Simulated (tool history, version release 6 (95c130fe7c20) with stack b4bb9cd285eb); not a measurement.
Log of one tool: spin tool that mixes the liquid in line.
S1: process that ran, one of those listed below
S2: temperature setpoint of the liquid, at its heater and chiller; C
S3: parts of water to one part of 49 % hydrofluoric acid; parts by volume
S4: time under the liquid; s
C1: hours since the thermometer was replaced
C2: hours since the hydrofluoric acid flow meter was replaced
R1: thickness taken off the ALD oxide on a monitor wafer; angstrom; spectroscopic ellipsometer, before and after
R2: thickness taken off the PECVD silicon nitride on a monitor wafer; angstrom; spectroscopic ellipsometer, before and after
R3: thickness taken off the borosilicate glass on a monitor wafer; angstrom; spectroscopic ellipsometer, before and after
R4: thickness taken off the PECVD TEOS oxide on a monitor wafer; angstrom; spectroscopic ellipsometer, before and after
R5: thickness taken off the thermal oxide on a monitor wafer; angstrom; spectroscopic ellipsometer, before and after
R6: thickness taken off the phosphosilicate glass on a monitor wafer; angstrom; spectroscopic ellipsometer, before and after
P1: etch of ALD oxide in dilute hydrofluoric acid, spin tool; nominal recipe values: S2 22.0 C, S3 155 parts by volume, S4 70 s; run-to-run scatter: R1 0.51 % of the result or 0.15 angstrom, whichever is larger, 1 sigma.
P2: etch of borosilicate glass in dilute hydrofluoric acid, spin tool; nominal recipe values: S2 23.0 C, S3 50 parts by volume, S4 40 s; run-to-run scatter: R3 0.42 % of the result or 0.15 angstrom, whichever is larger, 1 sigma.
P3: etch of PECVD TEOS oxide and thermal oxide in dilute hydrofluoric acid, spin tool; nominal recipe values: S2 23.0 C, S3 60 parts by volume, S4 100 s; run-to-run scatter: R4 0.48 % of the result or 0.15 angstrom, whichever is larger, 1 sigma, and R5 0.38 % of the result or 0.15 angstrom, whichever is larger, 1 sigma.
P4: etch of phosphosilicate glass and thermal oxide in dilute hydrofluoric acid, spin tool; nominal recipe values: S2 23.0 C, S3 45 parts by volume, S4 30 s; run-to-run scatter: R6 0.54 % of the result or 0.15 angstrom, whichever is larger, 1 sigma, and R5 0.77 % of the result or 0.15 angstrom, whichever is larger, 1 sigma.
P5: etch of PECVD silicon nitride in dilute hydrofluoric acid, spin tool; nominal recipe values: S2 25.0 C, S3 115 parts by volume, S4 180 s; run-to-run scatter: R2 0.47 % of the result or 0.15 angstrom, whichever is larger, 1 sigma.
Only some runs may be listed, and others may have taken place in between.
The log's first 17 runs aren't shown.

{"run": 18, "day": 8.996, "S1": "P5", "S2": 17.5, "S3": 115, "S4": 180, "C1": 816.1, "C2": 1220.9, "R2": 38.859}
{"run": 19, "day": 9.604, "S1": "P1", "S2": 22.0, "S3": 155, "S4": 130, "C1": 830.7, "C2": 1235.5, "R1": 103.28}
{"run": 20, "day": 10.221, "S1": "P2", "S2": 23.0, "S3": 20, "S4": 40, "C1": 845.5, "C2": 1250.3, "R3": 514.65}
{"run": 21, "day": 10.862, "S1": "P1", "S2": 22.0, "S3": 155, "S4": 70, "C1": 860.9, "C2": 1265.7, "R1": 55.452}
{"run": 22, "day": 11.279, "S1": "P1", "S2": 22.0, "S3": 100, "S4": 120, "C1": 870.9, "C2": 1275.7, "R1": 156.07}
{"run": 23, "day": 11.946, "S1": "P4", "S2": 23.0, "S3": 45, "S4": 15, "C1": 886.9, "C2": 1291.7, "R5": 15.115, "R6": 350.8}
{"run": 24, "day": 12.492, "S1": "P1", "S2": 29.0, "S3": 155, "S4": 70, "C1": 900.0, "C2": 1304.8, "R1": 72.071}
{"run": 25, "day": 13.021, "S1": "P2", "S2": 23.0, "S3": 50, "S4": 40, "C1": 912.7, "C2": 1317.5, "R3": 198.57}
{"run": 26, "day": 13.346, "S1": "P3", "S2": 23.0, "S3": 60, "S4": 100, "C1": 920.5, "C2": 1325.3, "R4": 197.69, "R5": 79.676}
{"run": 27, "day": 13.8, "S1": "P3", "S2": 23.0, "S3": 60, "S4": 150, "C1": 931.4, "C2": 1336.2, "R4": 295.56, "R5": 118.95}
{"run": 28, "day": 14.442, "S1": "P1", "S2": 22.0, "S3": 155, "S4": 20, "C1": 946.8, "C2": 1351.6, "R1": 15.764}
{"run": 29, "day": 15.0, "S1": "P5", "S2": 25.0, "S3": 185, "S4": 180, "C1": 960.2, "C2": 1365.0, "R2": 39.771}
{"run": 30, "day": 15.7, "S1": "P2", "S2": 23.0, "S3": 50, "S4": 70, "C1": 977.0, "C2": 1381.8, "R3": 347.38}
{"run": 31, "day": 16.271, "S1": "P1", "S2": 22.0, "S3": 155, "S4": 70, "C1": 990.7, "C2": 1395.5, "R1": 54.819}
{"run": 32, "day": 16.629, "S1": "P1", "S2": 22.0, "S3": 155, "S4": 70, "C1": 999.3, "C2": 1404.1, "R1": 55.265}
{"run": 33, "day": 17.008, "S1": "P1", "S2": 22.0, "S3": 155, "S4": 70, "C1": 1008.4, "C2": 1413.2, "R1": 54.537}
{"run": 34, "day": 17.704, "S1": "P1", "S2": 22.0, "S3": 155, "S4": 70, "C1": 1025.1, "C2": 1429.9, "R1": 54.019}
{"run": 35, "day": 18.317, "S1": "P1", "S2": 22.0, "S3": 155, "S4": 70, "C1": 1039.8, "C2": 1444.6, "R1": 53.325}
{"run": 36, "day": 18.942, "S1": "P1", "S2": 22.0, "S3": 155, "S4": 70, "C1": 1054.8, "C2": 1459.6, "R1": 52.821}
{"run": 37, "day": 19.446, "S1": "P1", "S2": 22.0, "S3": 155, "S4": 70, "C1": 1066.9, "C2": 1471.7, "R1": 52.541}

What does the tool deliver on the next run?
{"run": 38, "day": 20.117, "S1": "P1", "S2": 22.0, "S3": 155, "S4": 70, "C1": 1083.0, "C2": 1487.8, "R1": "?"}

{"run 38": {"R1": 52.388}}

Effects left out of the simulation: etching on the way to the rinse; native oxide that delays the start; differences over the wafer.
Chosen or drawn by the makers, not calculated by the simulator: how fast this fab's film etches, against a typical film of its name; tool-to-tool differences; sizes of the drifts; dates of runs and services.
